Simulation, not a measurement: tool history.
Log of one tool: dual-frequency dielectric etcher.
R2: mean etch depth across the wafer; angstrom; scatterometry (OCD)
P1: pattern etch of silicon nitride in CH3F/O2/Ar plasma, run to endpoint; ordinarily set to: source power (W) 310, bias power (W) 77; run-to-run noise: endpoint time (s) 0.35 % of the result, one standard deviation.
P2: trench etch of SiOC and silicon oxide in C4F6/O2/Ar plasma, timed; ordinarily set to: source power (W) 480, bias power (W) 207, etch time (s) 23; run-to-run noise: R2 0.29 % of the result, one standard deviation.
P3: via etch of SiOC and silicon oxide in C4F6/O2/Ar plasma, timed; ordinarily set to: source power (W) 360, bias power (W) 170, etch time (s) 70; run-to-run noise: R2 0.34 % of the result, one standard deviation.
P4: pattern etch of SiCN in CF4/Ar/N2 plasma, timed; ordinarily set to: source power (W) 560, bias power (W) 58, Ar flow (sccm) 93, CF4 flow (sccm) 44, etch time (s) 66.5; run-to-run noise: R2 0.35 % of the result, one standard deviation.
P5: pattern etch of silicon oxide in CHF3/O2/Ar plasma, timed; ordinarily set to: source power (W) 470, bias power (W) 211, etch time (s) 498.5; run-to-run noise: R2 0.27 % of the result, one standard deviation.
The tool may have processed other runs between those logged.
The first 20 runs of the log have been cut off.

{"run": 21, "day": 9.25, "process that ran": "P2", "source power (W)": 480, "bias power (W)": 207, "etch time (s)": 23, "R2": 497.67}
{"run": 22, "day": 9.862, "process that ran": "P1", "source power (W)": 310, "bias power (W)": 77, "endpoint time (s)": 51.14}
{"run": 23, "day": 10.308, "process that ran": "P1", "source power (W)": 310, "bias power (W)": 77, "endpoint time (s)": 51.059}
{"run": 24, "day": 10.8, "process that ran": "P4", "source power (W)": 560, "bias power (W)": 77, "etch time (s)": 66.5, "Ar flow (sccm)": 93, "CF4 flow (sccm)": 44, "R2": 664.82}
{"run": 25, "day": 11.362, "process that ran": "P4", "source power (W)": 560, "bias power (W)": 58, "etch time (s)": 66.5, "Ar flow (sccm)": 93, "CF4 flow (sccm)": 44, "R2": 600.8}
{"run": 26, "day": 11.671, "process that ran": "P5", "source power (W)": 470, "bias power (W)": 211, "etch time (s)": 274, "R2": 5252.6}
{"run": 27, "day": 11.992, "process that ran": "P1", "source power (W)": 310, "bias power (W)": 77, "endpoint time (s)": 51.298}
{"run": 28, "day": 12.296, "process that ran": "P4", "source power (W)": 560, "bias power (W)": 58, "etch time (s)": 66.5, "Ar flow (sccm)": 93, "CF4 flow (sccm)": 58, "R2": 632.42}

Run 29 comes next. What will it give?
{"run": 29, "day": 12.7, "process that ran": "P3", "source power (W)": 470, "bias power (W)": 170, "etch time (s)": 70, "R2": "?"}

For run 29 the tool returned R2 850.3 angstrom.
